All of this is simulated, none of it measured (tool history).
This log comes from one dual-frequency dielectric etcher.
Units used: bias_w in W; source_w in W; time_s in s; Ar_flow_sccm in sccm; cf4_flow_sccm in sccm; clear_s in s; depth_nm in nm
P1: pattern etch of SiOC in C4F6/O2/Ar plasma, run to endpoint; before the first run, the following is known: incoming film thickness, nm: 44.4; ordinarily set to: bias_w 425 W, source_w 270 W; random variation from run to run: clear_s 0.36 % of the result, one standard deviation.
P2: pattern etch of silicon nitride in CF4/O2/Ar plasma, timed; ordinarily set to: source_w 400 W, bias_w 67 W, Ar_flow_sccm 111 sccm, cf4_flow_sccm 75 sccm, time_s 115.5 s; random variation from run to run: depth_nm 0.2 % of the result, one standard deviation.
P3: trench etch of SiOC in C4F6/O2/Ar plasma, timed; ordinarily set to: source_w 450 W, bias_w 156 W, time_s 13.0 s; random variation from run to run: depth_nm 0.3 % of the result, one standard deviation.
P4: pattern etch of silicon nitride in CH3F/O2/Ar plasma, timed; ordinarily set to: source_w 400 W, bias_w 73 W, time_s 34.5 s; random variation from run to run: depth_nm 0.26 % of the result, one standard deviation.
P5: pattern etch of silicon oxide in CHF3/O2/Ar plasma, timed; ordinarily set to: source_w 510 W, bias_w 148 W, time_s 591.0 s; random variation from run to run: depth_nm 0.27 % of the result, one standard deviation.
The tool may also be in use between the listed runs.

run	hour	process	bias_w	source_w	time_s	Ar_flow_sccm	cf4_flow_sccm	hours since the last wet clean	hours since the last bias power generator calibration	hours since the last source power generator calibration	clear_s	depth_nm
1	3.9	P1	425	270				369.7	1075.6	1239.1	18.436	
2	7.0	P5	148	510	734.0			372.8	1078.7	1242.2		1298.800
3	11.1	P2	67	400	115.5	111	75	376.9	1082.8	1246.3		193.280
4	15.4	P3	156	290	13.0			381.2	1087.1	1250.6		22.709
5	18.3	P4	73	400	34.5			384.1	1090.0	1253.5		24.775
6	20.4	P3	156	450	7.0			386.2	1092.1	1255.6		14.523
7	22.8	P1	274	350				388.6	1094.5	1258.0	19.676	
8	25.5	P2	67	400	115.5	75	75	391.3	1097.2	1260.7		202.060
9	27.4	P5	148	690	591.0			393.2	1099.1	1262.6		1173.000
10	30.4	P1	425	270				396.2	1102.1	1265.6	18.450	
11	32.7	P1	591	270				398.5	1104.4	1267.9	16.341	
12	36.2	P5	148	510	591.0			402.0	1107.9	1271.4		1041.600
13	39.9	P1	282	180				405.7	1111.6	1275.1	24.887	
14	42.5	P1	425	270				408.3	1114.2	1277.7	18.516	
15	45.1	P2	67	400	115.5	111	102	410.9	1116.8	1280.3		200.840
16	48.9	P4	73	400	34.5			414.7	1120.6	1284.1		24.751
17	51.9	P2	67	320	115.5	111	75	417.7	1123.6	1287.1		160.760
18	54.3	P2	93	400	115.5	111	75	420.1	1126.0	1289.5		222.940
19	57.9	P3	156	450	13.0			423.7	1129.6	1293.1		26.969
20	60.5	P4	73	400	50.0			426.3	1132.2	1295.7		35.909
21	63.6	P4	97	400	34.5			429.4	1135.3	1298.8		27.361
22	67.1	P5	179	510	591.0			432.9	1138.8	1302.3		1112.100

For run 23, what comes out?
23	71.0	P2	67	400	115.5	111	75	436.8	1142.7	1306.2		?

Run 23 yielded depth_nm 193.170 nm.

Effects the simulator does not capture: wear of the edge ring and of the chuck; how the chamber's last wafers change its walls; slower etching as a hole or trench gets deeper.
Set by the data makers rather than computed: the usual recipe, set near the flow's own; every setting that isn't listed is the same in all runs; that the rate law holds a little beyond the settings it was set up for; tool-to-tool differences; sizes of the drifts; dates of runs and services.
